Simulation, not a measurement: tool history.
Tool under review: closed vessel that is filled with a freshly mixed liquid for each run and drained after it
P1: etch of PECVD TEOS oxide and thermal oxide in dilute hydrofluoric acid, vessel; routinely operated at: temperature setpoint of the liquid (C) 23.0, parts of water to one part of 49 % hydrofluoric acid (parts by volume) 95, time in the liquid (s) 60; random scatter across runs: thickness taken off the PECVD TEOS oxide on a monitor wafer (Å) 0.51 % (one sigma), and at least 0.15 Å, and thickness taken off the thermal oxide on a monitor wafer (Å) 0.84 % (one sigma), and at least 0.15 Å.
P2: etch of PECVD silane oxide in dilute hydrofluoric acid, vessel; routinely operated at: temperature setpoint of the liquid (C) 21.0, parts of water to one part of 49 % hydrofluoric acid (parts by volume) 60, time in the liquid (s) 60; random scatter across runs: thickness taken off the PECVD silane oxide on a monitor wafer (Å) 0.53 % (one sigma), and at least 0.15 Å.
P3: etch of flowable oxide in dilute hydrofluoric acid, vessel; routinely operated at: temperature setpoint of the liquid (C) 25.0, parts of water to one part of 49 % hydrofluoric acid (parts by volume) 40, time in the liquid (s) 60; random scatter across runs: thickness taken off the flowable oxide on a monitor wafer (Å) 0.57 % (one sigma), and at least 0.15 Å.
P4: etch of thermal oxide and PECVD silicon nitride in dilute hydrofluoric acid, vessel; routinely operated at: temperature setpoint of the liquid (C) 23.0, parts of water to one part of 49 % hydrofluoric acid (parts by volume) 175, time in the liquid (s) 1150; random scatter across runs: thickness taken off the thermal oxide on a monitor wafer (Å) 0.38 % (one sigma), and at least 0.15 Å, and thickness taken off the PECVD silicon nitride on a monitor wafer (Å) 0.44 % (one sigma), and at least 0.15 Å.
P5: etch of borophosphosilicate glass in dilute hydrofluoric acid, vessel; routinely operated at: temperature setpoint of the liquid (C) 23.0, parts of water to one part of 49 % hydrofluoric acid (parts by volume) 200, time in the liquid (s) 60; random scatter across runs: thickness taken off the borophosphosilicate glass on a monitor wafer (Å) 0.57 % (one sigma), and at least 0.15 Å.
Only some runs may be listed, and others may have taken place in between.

| run | hour | process that ran | temperature setpoint of the liquid (C) | parts of water to one part of 49 % hydrofluoric acid (parts by volume) | time in the liquid (s) | thickness taken off the PECVD TEOS oxide on a monitor wafer (Å) | thickness taken off the thermal oxide on a monitor wafer (Å) | thickness taken off the PECVD silane oxide on a monitor wafer (Å) | thickness taken off the borophosphosilicate glass on a monitor wafer (Å) | thickness taken off the flowable oxide on a monitor wafer (Å) | thickness taken off the PECVD silicon nitride on a monitor wafer (Å) |
|---|---|---|---|---|---|---|---|---|---|---|---|
| 1 | 9.2 | P1 | 23.0 | 95 | 60 | 95.983 | 29.5260 |  |  |  |  |
| 2 | 17.5 | P2 | 21.0 | 60 | 30 |  |  | 226.94 |  |  |  |
| 3 | 24.1 | P1 | 23.0 | 45 | 60 | 214.380 | 65.6140 |  |  |  |  |
| 4 | 37.1 | P5 | 23.0 | 35 | 60 |  |  |  | 1003.90 |  |  |
| 5 | 44.1 | P5 | 30.5 | 200 | 60 |  |  |  | 190.16 |  |  |
| 6 | 53.1 | P1 | 23.0 | 95 | 60 | 95.400 | 29.0550 |  |  |  |  |
| 7 | 62.5 | P1 | 23.0 | 40 | 105 | 426.810 | 127.7800 |  |  |  |  |
| 8 | 75.9 | P3 | 17.5 | 40 | 60 |  |  |  |  | 505.85 |  |
| 9 | 86.6 | P1 | 23.0 | 95 | 60 | 95.292 | 29.1680 |  |  |  |  |
| 10 | 99.5 | P1 | 23.0 | 95 | 60 | 95.723 | 28.7620 |  |  |  |  |
| 11 | 108.7 | P2 | 21.0 | 60 | 60 |  |  | 460.50 |  |  |  |
| 12 | 116.9 | P3 | 25.0 | 70 | 60 |  |  |  |  | 382.36 |  |
| 13 | 124.8 | P3 | 25.0 | 40 | 60 |  |  |  |  | 699.46 |  |
| 14 | 136.5 | P4 | 23.0 | 175 | 1150 |  | 294.7500 |  |  |  | 112.900 |
|  | 140.2 | hydrofluoric acid flow meter replaced |
| 15 | 142.6 | P1 | 23.0 | 95 | 100 | 160.520 | 49.0190 |  |  |  |  |
|  | 146.2 | thermometer replaced |
| 16 | 150.9 | P1 | 23.0 | 20 | 30 | 248.060 | 75.2360 |  |  |  |  |
| 17 | 157.7 | P4 | 26.5 | 175 | 1150 |  | 335.8700 |  |  |  | 140.630 |
| 18 | 170.2 | P1 | 23.0 | 95 | 60 | 95.603 | 29.0610 |  |  |  |  |
| 19 | 178.7 | P4 | 23.0 | 30 | 1150 |  | 2051.2000 |  |  |  | 633.730 |
| 20 | 189.2 | P5 | 23.0 | 200 | 60 |  |  |  | 145.34 |  |  |
| 21 | 195.4 | P1 | 23.0 | 95 | 30 | 48.045 | 14.6120 |  |  |  |  |
| 22 | 208.9 | P5 | 23.0 | 200 | 90 |  |  |  | 215.84 |  |  |
| 23 | 216.5 | P1 | 23.0 | 95 | 60 | 96.344 | 29.4220 |  |  |  |  |
| 24 | 228.8 | P1 | 23.0 | 180 | 60 | 45.938 | 13.6500 |  |  |  |  |
| 25 | 235.5 | P2 | 17.0 | 60 | 60 |  |  | 383.87 |  |  |  |
| 26 | 242.6 | P3 | 25.0 | 40 | 30 |  |  |  |  | 347.44 |  |
| 27 | 248.7 | P1 | 17.0 | 95 | 60 | 73.691 | 22.7260 |  |  |  |  |
| 28 | 257.6 | P2 | 21.0 | 20 | 60 |  |  | 1442.00 |  |  |  |
| 29 | 269.0 | P2 | 21.0 | 60 | 60 |  |  | 456.66 |  |  |  |
| 30 | 280.1 | P4 | 23.0 | 175 | 440 |  | 113.0100 |  |  |  | 42.634 |
| 31 | 291.2 | P4 | 23.0 | 175 | 1150 |  | 294.7400 |  |  |  | 111.870 |
| 32 | 303.1 | P1 | 23.0 | 160 | 30 | 26.528 | 8.2028 |  |  |  |  |
| 33 | 315.3 | P1 | 28.5 | 95 | 60 | 119.590 | 36.4880 |  |  |  |  |
| 34 | 327.2 | P1 | 23.0 | 95 | 60 | 95.167 | 29.0470 |  |  |  |  |
| 35 | 333.5 | P1 | 23.0 | 95 | 60 | 93.450 | 28.6960 |  |  |  |  |
| 36 | 344.3 | P1 | 23.0 | 95 | 60 | 91.080 | 27.9440 |  |  |  |  |
| 37 | 354.4 | P1 | 23.0 | 95 | 60 | 90.455 | 27.2050 |  |  |  |  |
| 38 | 360.9 | P1 | 23.0 | 95 | 60 | 89.917 | 26.5570 |  |  |  |  |
| 39 | 371.9 | P1 | 23.0 | 95 | 60 | 89.419 | 27.0060 |  |  |  |  |
| 40 | 383.1 | P1 | 23.0 | 95 | 60 | 88.677 | 27.2430 |  |  |  |  |

What P1 gives has crept off from where it sat before. The 2 causes that follow fit the log equally well, each at the size noted:
A: liquid colder than its thermometer reads (K) = 1.76
B: hydrofluoric acid flow below the setpoint (%) = 6.14
The process output started creeping at around hour 327.2.

Question marks stand in for the results of the 4 check runs listed below, each run on one wafer. Under which run would the listed causes show clearly different results?
| check 1 | 394.3 | P5 | 29.0 | 45 | 60 |  |  |  | ? |  |  |
| check 2 | 394.3 | P3 | 18.5 | 40 | 40 |  |  |  |  | ? |  |
| check 3 | 394.3 | P2 | 18.0 | 60 | 30 |  |  | ? |  |  |  |
| check 4 | 394.3 | P4 | 23.0 | 45 | 1150 |  | ? |  |  |  | ? |

If the cause were each of the candidates in turn, the checks would give the following:
| check | result | if A | if B |
|---|---|---|---|
| check 1 | thickness taken off the borophosphosilicate glass on a monitor wafer (Å) | 918.07 | 920.56 |
| check 2 | thickness taken off the flowable oxide on a monitor wafer (Å) | 327.28 | 330.63 |
| check 3 | thickness taken off the PECVD silane oxide on a monitor wafer (Å) | 185.74 | 187.28 |
| check 4 | thickness taken off the thermal oxide on a monitor wafer (Å) | 1244.1000 | 1252.5000 |
| check 4 | thickness taken off the PECVD silicon nitride on a monitor wafer (Å) | 379.180 | 402.180 |
Per-check spread between the two closest causes, in the result where they differ most: check 1 0.27 %; check 2 1.02 %; check 3 0.83 %; check 4 5.89 %
The causes can be told apart only by check 4. The other checks would give nearly the same results under each of them.

The results of check 4 are: thickness taken off the thermal oxide on a monitor wafer (Å) 1245.2000; thickness taken off the PECVD silicon nitride on a monitor wafer (Å) 400.400. Based on these, which of the listed causes is it?

Of the candidate causes, it is B: hydrofluoric acid flow below the setpoint (%).
